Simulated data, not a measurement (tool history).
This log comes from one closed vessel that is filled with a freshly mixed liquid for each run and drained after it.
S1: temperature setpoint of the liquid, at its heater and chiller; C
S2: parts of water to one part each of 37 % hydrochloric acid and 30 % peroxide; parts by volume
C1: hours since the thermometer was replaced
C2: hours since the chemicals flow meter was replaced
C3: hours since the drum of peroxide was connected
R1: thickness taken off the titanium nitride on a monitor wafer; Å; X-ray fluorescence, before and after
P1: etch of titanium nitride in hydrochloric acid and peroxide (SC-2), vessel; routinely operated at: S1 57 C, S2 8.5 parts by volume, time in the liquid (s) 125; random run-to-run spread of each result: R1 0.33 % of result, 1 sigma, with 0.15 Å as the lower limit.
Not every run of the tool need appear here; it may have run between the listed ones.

{"run": 1, "hour": 11.8, "S1": 57, "S2": 8.5, "time in the liquid (s)": 125, "C1": 1218.1, "C2": 1110.1, "C3": 622.6, "R1": 97.071}
{"run": 2, "hour": 19.7, "S1": 57, "S2": 8.5, "time in the liquid (s)": 125, "C1": 1226, "C2": 1118, "C3": 630.5, "R1": 97.667}
{"run": 3, "hour": 29.9, "S1": 70, "S2": 8.5, "time in the liquid (s)": 125, "C1": 1236.2, "C2": 1128.2, "C3": 640.7, "R1": 217.58}
{"run": 4, "hour": 37.2, "S1": 57, "S2": 13.5, "time in the liquid (s)": 125, "C1": 1243.5, "C2": 1135.5, "C3": 648, "R1": 66.351}
{"hour": 39.1, "done": "chemicals flow meter replaced"}
{"run": 5, "hour": 43.0, "S1": 57, "S2": 8.5, "time in the liquid (s)": 200, "C1": 1249.3, "C2": 4, "C3": 653.8, "R1": 155.84}
{"run": 6, "hour": 55.1, "S1": 57, "S2": 8.5, "time in the liquid (s)": 30, "C1": 1261.4, "C2": 16.1, "C3": 665.9, "R1": 23.563}
{"run": 7, "hour": 65.3, "S1": 57, "S2": 8.5, "time in the liquid (s)": 125, "C1": 1271.6, "C2": 26.3, "C3": 676.1, "R1": 97.878}
{"hour": 69.2, "done": "thermometer replaced"}
{"run": 8, "hour": 76.1, "S1": 69, "S2": 8.5, "time in the liquid (s)": 210, "C1": 6.9, "C2": 37.1, "C3": 686.9, "R1": 343.16}
{"run": 9, "hour": 82.1, "S1": 57, "S2": 8.5, "time in the liquid (s)": 125, "C1": 12.9, "C2": 43.1, "C3": 692.9, "R1": 97.204}
{"run": 10, "hour": 93.8, "S1": 57, "S2": 8.5, "time in the liquid (s)": 125, "C1": 24.6, "C2": 54.8, "C3": 704.6, "R1": 97.673}
{"run": 11, "hour": 102.1, "S1": 57, "S2": 4, "time in the liquid (s)": 125, "C1": 32.9, "C2": 63.1, "C3": 712.9, "R1": 171.42}
{"run": 12, "hour": 107.9, "S1": 57, "S2": 8.5, "time in the liquid (s)": 125, "C1": 38.7, "C2": 68.9, "C3": 718.7, "R1": 97.475}
{"run": 13, "hour": 116.4, "S1": 41, "S2": 8.5, "time in the liquid (s)": 125, "C1": 47.2, "C2": 77.4, "C3": 727.2, "R1": 33.344}
{"run": 14, "hour": 122.1, "S1": 57, "S2": 8.5, "time in the liquid (s)": 125, "C1": 52.9, "C2": 83.1, "C3": 732.9, "R1": 96.559}
{"run": 15, "hour": 134.4, "S1": 57, "S2": 8.5, "time in the liquid (s)": 125, "C1": 65.2, "C2": 95.4, "C3": 745.2, "R1": 101.2}

Run 16 is up next; what results do you expect?
{"run": 16, "hour": 146.2, "S1": 57, "S2": 8.5, "time in the liquid (s)": 125, "C1": 77, "C2": 107.2, "C3": 757, "R1": "?"}

{"run 16": {"R1": 103.04}}
